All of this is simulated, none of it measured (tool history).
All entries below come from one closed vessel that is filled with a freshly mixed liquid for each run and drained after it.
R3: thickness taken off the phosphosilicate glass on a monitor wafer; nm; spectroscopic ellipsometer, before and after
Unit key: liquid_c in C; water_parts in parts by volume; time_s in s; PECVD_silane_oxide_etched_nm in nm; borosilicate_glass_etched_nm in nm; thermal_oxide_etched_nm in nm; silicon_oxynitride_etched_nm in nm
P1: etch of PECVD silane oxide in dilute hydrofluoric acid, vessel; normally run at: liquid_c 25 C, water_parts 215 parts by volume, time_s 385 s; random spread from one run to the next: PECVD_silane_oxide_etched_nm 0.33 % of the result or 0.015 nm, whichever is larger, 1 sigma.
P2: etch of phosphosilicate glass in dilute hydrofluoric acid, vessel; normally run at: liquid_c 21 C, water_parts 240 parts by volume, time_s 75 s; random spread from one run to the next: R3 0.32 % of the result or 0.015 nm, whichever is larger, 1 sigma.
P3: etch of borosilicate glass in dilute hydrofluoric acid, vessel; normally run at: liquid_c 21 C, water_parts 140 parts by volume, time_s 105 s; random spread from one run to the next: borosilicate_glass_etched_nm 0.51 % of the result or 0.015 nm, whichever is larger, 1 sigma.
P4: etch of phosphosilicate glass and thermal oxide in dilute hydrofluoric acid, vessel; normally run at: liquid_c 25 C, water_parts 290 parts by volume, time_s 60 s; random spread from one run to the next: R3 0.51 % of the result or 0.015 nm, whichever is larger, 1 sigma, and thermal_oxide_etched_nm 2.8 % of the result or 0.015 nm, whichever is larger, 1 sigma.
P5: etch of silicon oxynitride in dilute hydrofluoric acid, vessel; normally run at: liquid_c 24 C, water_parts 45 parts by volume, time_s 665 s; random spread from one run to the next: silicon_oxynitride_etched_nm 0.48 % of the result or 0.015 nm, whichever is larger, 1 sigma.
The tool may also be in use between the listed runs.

Run 1, hour 11.6: process P1, liquid_c 25 C, water_parts 215 parts by volume, time_s 385 s. Result: PECVD_silane_oxide_etched_nm 32.249 nm.
Run 2, hour 29: process P1, liquid_c 25 C, water_parts 215 parts by volume, time_s 385 s. Result: PECVD_silane_oxide_etched_nm 32.414 nm.
Run 3, hour 42.6: process P3, liquid_c 21 C, water_parts 140 parts by volume, time_s 30 s. Result: borosilicate_glass_etched_nm 5.5758 nm.
Run 4, hour 56.8: process P1, liquid_c 17.5 C, water_parts 215 parts by volume, time_s 385 s. Result: PECVD_silane_oxide_etched_nm 24.463 nm.
At hour 61: hydrofluoric acid flow meter replaced.
Run 5, hour 65.8: process P1, liquid_c 25 C, water_parts 215 parts by volume, time_s 755 s. Result: PECVD_silane_oxide_etched_nm 62.91 nm.
Run 6, hour 74.5: process P3, liquid_c 21 C, water_parts 195 parts by volume, time_s 105 s. Result: borosilicate_glass_etched_nm 13.255 nm.
Run 7, hour 86.8: process P3, liquid_c 21 C, water_parts 140 parts by volume, time_s 105 s. Result: borosilicate_glass_etched_nm 19.579 nm.
Run 8, hour 99.2: process P4, liquid_c 25 C, water_parts 290 parts by volume, time_s 110 s. Result: R3 62.503 nm, thermal_oxide_etched_nm 1.5671 nm.
Run 9, hour 114.7: process P1, liquid_c 25 C, water_parts 215 parts by volume, time_s 385 s. Result: PECVD_silane_oxide_etched_nm 32.308 nm.
Run 10, hour 125.3: process P1, liquid_c 25 C, water_parts 215 parts by volume, time_s 160 s. Result: PECVD_silane_oxide_etched_nm 13.473 nm.
Run 11, hour 135.4: process P5, liquid_c 24 C, water_parts 45 parts by volume, time_s 665 s. Result: silicon_oxynitride_etched_nm 32.403 nm.
Run 12, hour 149.3: process P1, liquid_c 31.5 C, water_parts 215 parts by volume, time_s 385 s. Result: PECVD_silane_oxide_etched_nm 40.671 nm.
Run 13, hour 164.5: process P1, liquid_c 25 C, water_parts 215 parts by volume, time_s 385 s. Result: PECVD_silane_oxide_etched_nm 32.329 nm.
Run 14, hour 175: process P4, liquid_c 20 C, water_parts 290 parts by volume, time_s 60 s. Result: R3 28.693 nm, thermal_oxide_etched_nm 0.65599 nm.
Run 15, hour 185.9: process P2, liquid_c 21 C, water_parts 240 parts by volume, time_s 75 s. Result: R3 26.024 nm.
Run 16, hour 194.4: process P2, liquid_c 21 C, water_parts 240 parts by volume, time_s 75 s. Result: R3 25.801 nm.
Run 17, hour 206.3: process P2, liquid_c 26.5 C, water_parts 240 parts by volume, time_s 75 s. Result: R3 31.839 nm.
Run 18, hour 215: process P5, liquid_c 24 C, water_parts 45 parts by volume, time_s 30 s. Result: silicon_oxynitride_etched_nm 1.4691 nm.
Run 19, hour 234.1: process P1, liquid_c 25 C, water_parts 215 parts by volume, time_s 385 s. Result: PECVD_silane_oxide_etched_nm 32.352 nm.
Run 20, hour 243.5: process P4, liquid_c 25 C, water_parts 95 parts by volume, time_s 60 s. Result: R3 129.82 nm, thermal_oxide_etched_nm 3.113 nm.

Estimate the outcome of run 21 from the log above:
Run 21, hour 256.2: process P5, liquid_c 24 C, water_parts 20 parts by volume, time_s 665 s. Result: silicon_oxynitride_etched_nm ?.

Run 21 produced silicon_oxynitride_etched_nm 74.594 nm.
